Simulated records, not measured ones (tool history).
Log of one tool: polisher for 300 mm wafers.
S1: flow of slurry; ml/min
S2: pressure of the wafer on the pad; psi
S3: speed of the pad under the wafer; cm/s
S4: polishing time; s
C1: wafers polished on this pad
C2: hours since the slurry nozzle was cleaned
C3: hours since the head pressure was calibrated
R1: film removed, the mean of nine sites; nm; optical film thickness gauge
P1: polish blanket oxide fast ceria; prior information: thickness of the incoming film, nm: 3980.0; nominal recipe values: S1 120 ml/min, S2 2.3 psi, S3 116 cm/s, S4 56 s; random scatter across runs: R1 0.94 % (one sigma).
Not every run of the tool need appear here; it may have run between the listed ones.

run,hour,S1,S2,S3,S4,C1,C2,C3,R1
1,11.1,120,2.3,116,56,574,278.8,699.2,804.05
2,20.9,120,2.3,116,33,704,288.6,709,476.51
3,33.8,120,1.1,116,56,875,301.5,721.9,389.49
4,44.4,120,1.3,176,56,1015,312.1,732.5,681.38
5,58,70,2.3,116,56,1195,325.7,746.1,708.73
6,73.8,120,2.3,116,90,1405,341.5,761.9,1320.5
7,88.7,120,3,116,56,1602,356.4,776.8,1047
8,102.6,120,2.3,116,56,1786,370.3,790.7,817.09
9,111.1,120,2.3,168,56,1899,378.8,799.2,1187.8
10,118.5,120,2.3,116,56,1997,386.2,806.6,806.28
11,127.5,165,2.3,116,56,2116,395.2,815.6,854.18
12,135.4,120,2.3,116,56,2220,403.1,823.5,811.24
13,143,120,2.3,116,56,2321,410.7,831.1,805.99
14,150.1,120,2.3,116,56,2415,417.8,838.2,813
15,159.6,120,2.3,144,37,2541,427.3,847.7,656.54
16,166.8,120,2.3,60,56,2636,434.5,854.9,413.72

For run 17, what comes out?
17,180.1,120,2.3,116,56,2812,447.8,868.2,?

{"run 17": {"R1": 803.63}}

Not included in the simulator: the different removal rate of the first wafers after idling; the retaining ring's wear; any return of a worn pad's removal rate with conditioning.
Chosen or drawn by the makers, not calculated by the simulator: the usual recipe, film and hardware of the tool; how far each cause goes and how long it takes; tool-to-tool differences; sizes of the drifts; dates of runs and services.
